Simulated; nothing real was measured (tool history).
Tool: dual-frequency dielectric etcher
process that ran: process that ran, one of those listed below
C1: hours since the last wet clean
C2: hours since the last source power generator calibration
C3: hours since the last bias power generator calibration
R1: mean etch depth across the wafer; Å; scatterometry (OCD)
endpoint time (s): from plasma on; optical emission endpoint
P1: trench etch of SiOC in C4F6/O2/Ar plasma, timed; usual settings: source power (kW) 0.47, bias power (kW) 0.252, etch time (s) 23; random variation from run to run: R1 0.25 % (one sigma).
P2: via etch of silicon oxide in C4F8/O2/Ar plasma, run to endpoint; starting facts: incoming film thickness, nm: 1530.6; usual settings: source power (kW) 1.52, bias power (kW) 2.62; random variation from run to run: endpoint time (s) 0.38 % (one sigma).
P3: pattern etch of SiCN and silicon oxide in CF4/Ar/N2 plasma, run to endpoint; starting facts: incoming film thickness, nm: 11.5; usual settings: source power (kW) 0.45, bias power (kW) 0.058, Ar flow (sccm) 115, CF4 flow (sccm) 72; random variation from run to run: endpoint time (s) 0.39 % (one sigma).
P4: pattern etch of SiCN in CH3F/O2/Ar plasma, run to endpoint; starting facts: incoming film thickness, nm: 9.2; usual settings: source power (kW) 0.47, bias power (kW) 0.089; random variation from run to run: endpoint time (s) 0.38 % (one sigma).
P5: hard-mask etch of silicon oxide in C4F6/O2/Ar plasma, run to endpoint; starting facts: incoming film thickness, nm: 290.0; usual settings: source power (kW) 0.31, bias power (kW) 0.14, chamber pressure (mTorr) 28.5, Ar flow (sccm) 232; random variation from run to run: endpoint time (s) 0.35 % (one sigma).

run 1 hour=9 | process_that_ran=P1 source_power_(kW)=0.47 bias_power_(kW)=0.252 etch_time_(s)=23 | C1=120.7 C2=690.9 C3=1367.7 | R1=577.97
run 2 hour=15.7 | process_that_ran=P5 source_power_(kW)=0.31 bias_power_(kW)=0.14 chamber_pressure_(mTorr)=28.5 Ar_flow_(sccm)=182 | C1=127.4 C2=697.6 C3=1374.4 | endpoint_time_(s)=103.53
run 3 hour=21.5 | process_that_ran=P1 source_power_(kW)=0.6 bias_power_(kW)=0.252 etch_time_(s)=23 | C1=133.2 C2=703.4 C3=1380.2 | R1=633.34
run 4 hour=28.3 | process_that_ran=P3 source_power_(kW)=0.45 bias_power_(kW)=0.058 Ar_flow_(sccm)=115 CF4_flow_(sccm)=72 | C1=140 C2=710.2 C3=1387 | endpoint_time_(s)=14.21
run 5 hour=35.9 | process_that_ran=P2 source_power_(kW)=2.02 bias_power_(kW)=2.62 | C1=147.6 C2=717.8 C3=1394.6 | endpoint_time_(s)=278.05
run 6 hour=40.6 | process_that_ran=P1 source_power_(kW)=0.57 bias_power_(kW)=0.252 etch_time_(s)=17.5 | C1=152.3 C2=722.5 C3=1399.3 | R1=475.46
run 7 hour=46.9 | process_that_ran=P5 source_power_(kW)=0.41 bias_power_(kW)=0.14 chamber_pressure_(mTorr)=28.5 Ar_flow_(sccm)=232 | C1=158.6 C2=728.8 C3=1405.6 | endpoint_time_(s)=95.758
run 8 hour=51.6 | process_that_ran=P5 source_power_(kW)=0.31 bias_power_(kW)=0.14 chamber_pressure_(mTorr)=39 Ar_flow_(sccm)=232 | C1=163.3 C2=733.5 C3=1410.3 | endpoint_time_(s)=110.39
run 9 hour=59.9 | process_that_ran=P1 source_power_(kW)=0.47 bias_power_(kW)=0.32 etch_time_(s)=23 | C1=171.6 C2=741.8 C3=1418.6 | R1=629.1
run 10 hour=67.2 | process_that_ran=P1 source_power_(kW)=0.47 bias_power_(kW)=0.252 etch_time_(s)=23 | C1=178.9 C2=749.1 C3=1425.9 | R1=581.14
run 11 hour=72 | process_that_ran=P1 source_power_(kW)=0.47 bias_power_(kW)=0.164 etch_time_(s)=23 | C1=183.7 C2=753.9 C3=1430.7 | R1=506.08
run 12 hour=81.6 | process_that_ran=P1 source_power_(kW)=0.47 bias_power_(kW)=0.323 etch_time_(s)=16 | C1=193.3 C2=763.5 C3=1440.3 | R1=438.98
run 13 hour=91 | process_that_ran=P1 source_power_(kW)=0.47 bias_power_(kW)=0.252 etch_time_(s)=13.5 | C1=202.7 C2=772.9 C3=1449.7 | R1=339.84
run 14 hour=100.7 | process_that_ran=P1 source_power_(kW)=0.47 bias_power_(kW)=0.252 etch_time_(s)=23 | C1=212.4 C2=782.6 C3=1459.4 | R1=577.65
run 15 hour=107.9 | process_that_ran=P3 source_power_(kW)=0.32 bias_power_(kW)=0.058 Ar_flow_(sccm)=115 CF4_flow_(sccm)=72 | C1=219.6 C2=789.8 C3=1466.6 | endpoint_time_(s)=19.276
run 16 hour=113.7 | process_that_ran=P5 source_power_(kW)=0.31 bias_power_(kW)=0.14 chamber_pressure_(mTorr)=28.5 Ar_flow_(sccm)=232 | C1=225.4 C2=795.6 C3=1472.4 | endpoint_time_(s)=106.59
run 17 hour=119.2 | process_that_ran=P1 source_power_(kW)=0.34 bias_power_(kW)=0.252 etch_time_(s)=23 | C1=230.9 C2=801.1 C3=1477.9 | R1=509.13
run 18 hour=129 | process_that_ran=P3 source_power_(kW)=0.45 bias_power_(kW)=0.058 Ar_flow_(sccm)=115 CF4_flow_(sccm)=50 | C1=240.7 C2=810.9 C3=1487.7 | endpoint_time_(s)=15.153
run 19 hour=138.5 | process_that_ran=P1 source_power_(kW)=0.35 bias_power_(kW)=0.252 etch_time_(s)=12.5 | C1=250.2 C2=820.4 C3=1497.2 | R1=282.12
run 20 hour=148.2 | process_that_ran=P1 source_power_(kW)=0.47 bias_power_(kW)=0.252 etch_time_(s)=23 | C1=259.9 C2=830.1 C3=1506.9 | R1=576.42
run 21 hour=152.9 | process_that_ran=P4 source_power_(kW)=0.47 bias_power_(kW)=0.121 | C1=264.6 C2=834.8 C3=1511.6 | endpoint_time_(s)=18.678
run 22 hour=161.1 | process_that_ran=P1 source_power_(kW)=0.47 bias_power_(kW)=0.252 etch_time_(s)=32 | C1=272.8 C2=843 C3=1519.8 | R1=806.08
run 23 hour=168.1 | process_that_ran=P4 source_power_(kW)=0.47 bias_power_(kW)=0.089 | C1=279.8 C2=850 C3=1526.8 | endpoint_time_(s)=21.119
run 24 hour=178 | process_that_ran=P4 source_power_(kW)=0.63 bias_power_(kW)=0.089 | C1=289.7 C2=859.9 C3=1536.7 | endpoint_time_(s)=18.862
run 25 hour=182.7 | process_that_ran=P1 source_power_(kW)=0.47 bias_power_(kW)=0.252 etch_time_(s)=23 | C1=294.4 C2=864.6 C3=1541.4 | R1=579.99
run 26 hour=191.6 | process_that_ran=P2 source_power_(kW)=1.52 bias_power_(kW)=3.61 | C1=303.3 C2=873.5 C3=1550.3 | endpoint_time_(s)=280.45
run 27 hour=199.8 | process_that_ran=P1 source_power_(kW)=0.47 bias_power_(kW)=0.252 etch_time_(s)=23 | C1=311.5 C2=881.7 C3=1558.5 | R1=577.31
run 28 hour=207.8 | process_that_ran=P3 source_power_(kW)=0.45 bias_power_(kW)=0.037 Ar_flow_(sccm)=115 CF4_flow_(sccm)=72 | C1=319.5 C2=889.7 C3=1566.5 | endpoint_time_(s)=16.402
run 29 hour=217 | process_that_ran=P2 source_power_(kW)=1.52 bias_power_(kW)=2.62 | C1=328.7 C2=898.9 C3=1575.7 | endpoint_time_(s)=309.59
run 30 hour=221.6 | process_that_ran=P5 source_power_(kW)=0.31 bias_power_(kW)=0.14 chamber_pressure_(mTorr)=28.5 Ar_flow_(sccm)=232 | C1=333.3 C2=903.5 C3=1580.3 | endpoint_time_(s)=106.1
run 31 hour=229.5 | process_that_ran=P3 source_power_(kW)=0.45 bias_power_(kW)=0.058 Ar_flow_(sccm)=150 CF4_flow_(sccm)=72 | C1=341.2 C2=911.4 C3=1588.2 | endpoint_time_(s)=14.907
run 32 hour=235.9 | process_that_ran=P5 source_power_(kW)=0.31 bias_power_(kW)=0.179 chamber_pressure_(mTorr)=28.5 Ar_flow_(sccm)=232 | C1=347.6 C2=917.8 C3=1594.6 | endpoint_time_(s)=98.294
run 33 hour=240.5 | process_that_ran=P1 source_power_(kW)=0.47 bias_power_(kW)=0.252 etch_time_(s)=23 | C1=352.2 C2=922.4 C3=1599.2 | R1=578.01
run 34 hour=247.2 | process_that_ran=P1 source_power_(kW)=0.47 bias_power_(kW)=0.252 etch_time_(s)=23 | C1=358.9 C2=929.1 C3=1605.9 | R1=575.59
run 35 hour=254 | process_that_ran=P1 source_power_(kW)=0.47 bias_power_(kW)=0.252 etch_time_(s)=23 | C1=365.7 C2=935.9 C3=1612.7 | R1=573.41
run 36 hour=263 | process_that_ran=P1 source_power_(kW)=0.47 bias_power_(kW)=0.252 etch_time_(s)=23 | C1=374.7 C2=944.9 C3=1621.7 | R1=572.87
run 37 hour=272.8 | process_that_ran=P1 source_power_(kW)=0.47 bias_power_(kW)=0.252 etch_time_(s)=23 | C1=384.5 C2=954.7 C3=1631.5 | R1=571
run 38 hour=277.9 | process_that_ran=P1 source_power_(kW)=0.47 bias_power_(kW)=0.252 etch_time_(s)=23 | C1=389.6 C2=959.8 C3=1636.6 | R1=569.8
-- hour=281.6 wet clean of the chamber
run 39 hour=284.2 | process_that_ran=P1 source_power_(kW)=0.47 bias_power_(kW)=0.252 etch_time_(s)=23 | C1=2.7 C2=966.1 C3=1642.9 | R1=569.02
run 40 hour=294.3 | process_that_ran=P1 source_power_(kW)=0.47 bias_power_(kW)=0.252 etch_time_(s)=23 | C1=12.8 C2=976.2 C3=1653 | R1=568.32
run 41 hour=302.8 | process_that_ran=P1 source_power_(kW)=0.47 bias_power_(kW)=0.252 etch_time_(s)=23 | C1=21.3 C2=984.7 C3=1661.5 | R1=571.41

Run 42 comes next. What will it give?
run 42 hour=310.9 | process_that_ran=P1 source_power_(kW)=0.47 bias_power_(kW)=0.252 etch_time_(s)=23 | C1=29.4 C2=992.8 C3=1669.6 | R1=?

Logged for run 42: R1 569.44 Å.
